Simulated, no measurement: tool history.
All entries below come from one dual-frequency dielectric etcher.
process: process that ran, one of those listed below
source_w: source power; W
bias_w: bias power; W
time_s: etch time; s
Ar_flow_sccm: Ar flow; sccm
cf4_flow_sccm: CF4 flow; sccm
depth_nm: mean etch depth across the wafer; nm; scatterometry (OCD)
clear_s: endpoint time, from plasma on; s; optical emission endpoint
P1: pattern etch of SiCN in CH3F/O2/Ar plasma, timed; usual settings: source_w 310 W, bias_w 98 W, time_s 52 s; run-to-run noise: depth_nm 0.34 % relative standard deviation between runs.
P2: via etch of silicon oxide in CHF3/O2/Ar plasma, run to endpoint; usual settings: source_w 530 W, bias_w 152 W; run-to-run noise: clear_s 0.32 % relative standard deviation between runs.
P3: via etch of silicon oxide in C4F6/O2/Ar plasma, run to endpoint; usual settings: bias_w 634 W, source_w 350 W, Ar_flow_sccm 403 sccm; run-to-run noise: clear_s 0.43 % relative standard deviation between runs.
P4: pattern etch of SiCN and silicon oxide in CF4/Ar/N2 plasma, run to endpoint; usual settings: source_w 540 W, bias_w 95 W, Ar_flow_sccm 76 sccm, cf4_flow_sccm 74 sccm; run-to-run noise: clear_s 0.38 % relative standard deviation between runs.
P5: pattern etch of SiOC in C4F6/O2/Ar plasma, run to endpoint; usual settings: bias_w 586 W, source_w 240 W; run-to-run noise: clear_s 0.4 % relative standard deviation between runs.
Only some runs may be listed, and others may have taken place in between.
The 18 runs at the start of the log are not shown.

run,hour,process,source_w,bias_w,time_s,Ar_flow_sccm,cf4_flow_sccm,hours since the last wet clean,hours since the last source power generator calibration,hours since the last bias power generator calibration,depth_nm,clear_s
19,139.7,P2,530,152,,,,414.7,2313.2,45.4,,286.64
20,145.6,P4,540,134,,76,74,420.6,2319.1,51.3,,6.9807
21,152.9,P1,310,98,52,,,427.9,2326.4,58.6,19.107,
22,162.9,P5,240,771,,,,437.9,2336.4,68.6,,13.891
23,172.5,P3,350,634,,493,,447.5,2346,78.2,,27.585
24,180.5,P1,240,98,52,,,455.5,2354,86.2,17.508,
25,187,P2,530,152,,,,462,2360.5,92.7,,287.03
26,194.6,P1,310,98,74,,,469.6,2368.1,100.3,27.215,
27,202.8,P1,310,98,36,,,477.8,2376.3,108.5,13.242,
28,212.4,P5,240,586,,,,487.4,2385.9,118.1,,15.569
29,221.5,P3,350,634,,403,,496.5,2395,127.2,,27.088
30,231.4,P3,350,791,,403,,506.4,2404.9,137.1,,24.88
31,242.4,P1,310,98,52,,,517.4,2415.9,148.1,19.065,
32,253.5,P1,310,98,52,,,528.5,2427,159.2,18.909,
33,264.6,P1,310,98,52,,,539.6,2438.1,170.3,18.806,
# hour 270.1: wet clean of the chamber
34,270.7,P1,310,98,52,,,0.6,2444.2,176.4,18.932,
35,276.9,P1,310,98,52,,,6.8,2450.4,182.6,18.917,
36,286.3,P1,310,98,52,,,16.2,2459.8,192,18.85,

Run 37 has not been measured yet. What should we expect?
37,291.7,P1,310,98,52,,,21.6,2465.2,197.4,?,

{"run 37": {"depth_nm": 18.917}}
